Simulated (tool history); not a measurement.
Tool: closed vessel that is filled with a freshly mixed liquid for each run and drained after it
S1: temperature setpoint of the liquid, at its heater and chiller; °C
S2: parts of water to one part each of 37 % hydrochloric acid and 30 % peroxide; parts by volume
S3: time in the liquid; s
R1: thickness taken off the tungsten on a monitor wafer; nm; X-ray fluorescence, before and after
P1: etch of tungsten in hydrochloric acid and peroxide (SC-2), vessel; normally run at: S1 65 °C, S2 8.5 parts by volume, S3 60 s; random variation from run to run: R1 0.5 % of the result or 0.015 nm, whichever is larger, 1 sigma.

Run 1, hour 10.1: S1 65 °C, S2 8.5 parts by volume, S3 60 s. Result: R1 38.901 nm.
Run 2, hour 17.8: S1 48.5 °C, S2 8.5 parts by volume, S3 60 s. Result: R1 13.523 nm.
Run 3, hour 24: S1 65 °C, S2 4 parts by volume, S3 60 s. Result: R1 67.602 nm.
Run 4, hour 30.5: S1 65 °C, S2 8.5 parts by volume, S3 60 s. Result: R1 39.143 nm.
Run 5, hour 41.7: S1 65 °C, S2 8.5 parts by volume, S3 60 s. Result: R1 38.997 nm.
Run 6, hour 50.4: S1 65 °C, S2 8.5 parts by volume, S3 30 s. Result: R1 19.492 nm.
Run 7, hour 56.2: S1 72 °C, S2 4 parts by volume, S3 60 s. Result: R1 103.56 nm.
Run 8, hour 63.5: S1 65 °C, S2 8.5 parts by volume, S3 110 s. Result: R1 71.189 nm.
Run 9, hour 72.4: S1 65 °C, S2 8.5 parts by volume, S3 60 s. Result: R1 39.242 nm.
Run 10, hour 78.7: S1 65 °C, S2 15 parts by volume, S3 60 s. Result: R1 24.129 nm.
Run 11, hour 83.6: S1 65 °C, S2 4 parts by volume, S3 30 s. Result: R1 34.113 nm.
Run 12, hour 89.9: S1 72 °C, S2 8.5 parts by volume, S3 60 s. Result: R1 59.439 nm.
Run 13, hour 95.4: S1 65 °C, S2 8.5 parts by volume, S3 60 s. Result: R1 39.261 nm.
Run 14, hour 105.3: S1 65 °C, S2 8.5 parts by volume, S3 60 s. Result: R1 38.764 nm.
Run 15, hour 116.1: S1 65 °C, S2 8.5 parts by volume, S3 60 s. Result: R1 39.112 nm.
Run 16, hour 126.5: S1 65 °C, S2 8.5 parts by volume, S3 60 s. Result: R1 37.864 nm.
Run 17, hour 131.8: S1 65 °C, S2 8.5 parts by volume, S3 60 s. Result: R1 36.94 nm.
Run 18, hour 141.1: S1 65 °C, S2 8.5 parts by volume, S3 60 s. Result: R1 36.801 nm.
At hour 150.5: new drum of peroxide connected.
Run 19, hour 151.8: S1 65 °C, S2 8.5 parts by volume, S3 60 s. Result: R1 36.421 nm.
Run 20, hour 160.4: S1 65 °C, S2 8.5 parts by volume, S3 60 s. Result: R1 36.502 nm.
Run 21, hour 167.2: S1 65 °C, S2 8.5 parts by volume, S3 60 s. Result: R1 36.27 nm.
Run 22, hour 178: S1 65 °C, S2 8.5 parts by volume, S3 60 s. Result: R1 36.135 nm.
Run 23, hour 186.5: S1 65 °C, S2 8.5 parts by volume, S3 60 s. Result: R1 36.148 nm.
Run 24, hour 194.8: S1 65 °C, S2 8.5 parts by volume, S3 60 s. Result: R1 36.007 nm.
Run 25, hour 200.7: S1 65 °C, S2 8.5 parts by volume, S3 60 s. Result: R1 35.914 nm.

What P1 gives has crept away from where it was. These 2 causes fit the log equally well, each at the size given:
A: liquid colder than its thermometer reads (K) = 1.35
B: chemicals flow below the setpoint (%) = 9.58
The creep began at about hour 116.1.
Why every other cause is out:
peroxide weaker than its label (%): serviced at hour 150.5, which brought nothing back

4 check runs are offered, each on 3 wafers whose results are averaged, their results left as question marks. Which one tells the causes apart?
Run check 1, hour 206.6: S1 52.5 °C, S2 4 parts by volume, S3 60 s. Result: R1 ?.
Run check 2, hour 206.6: S1 51 °C, S2 12.5 parts by volume, S3 60 s. Result: R1 ?.
Run check 3, hour 206.6: S1 72 °C, S2 8.5 parts by volume, S3 110 s. Result: R1 ?.
Run check 4, hour 206.6: S1 65 °C, S2 13.5 parts by volume, S3 85 s. Result: R1 ?.

What each check would give under each cause:
  check  result    if A    if B
check 1      R1  28.341  28.935
check 2      R1  10.614   10.64
check 3      R1  100.34  100.03
check 4      R1   34.48  34.284
How far apart the two closest causes lie, in the result that separates them most: check 1 2.07 %; check 2 0.25 %; check 3 0.31 %; check 4 0.57 %
Only check 1 tells the causes apart: in the others they would give nearly the same result.

Check 1 was then run and gave: R1 28.249 nm. Which cause is it?

It is A: liquid colder than its thermometer reads (K).
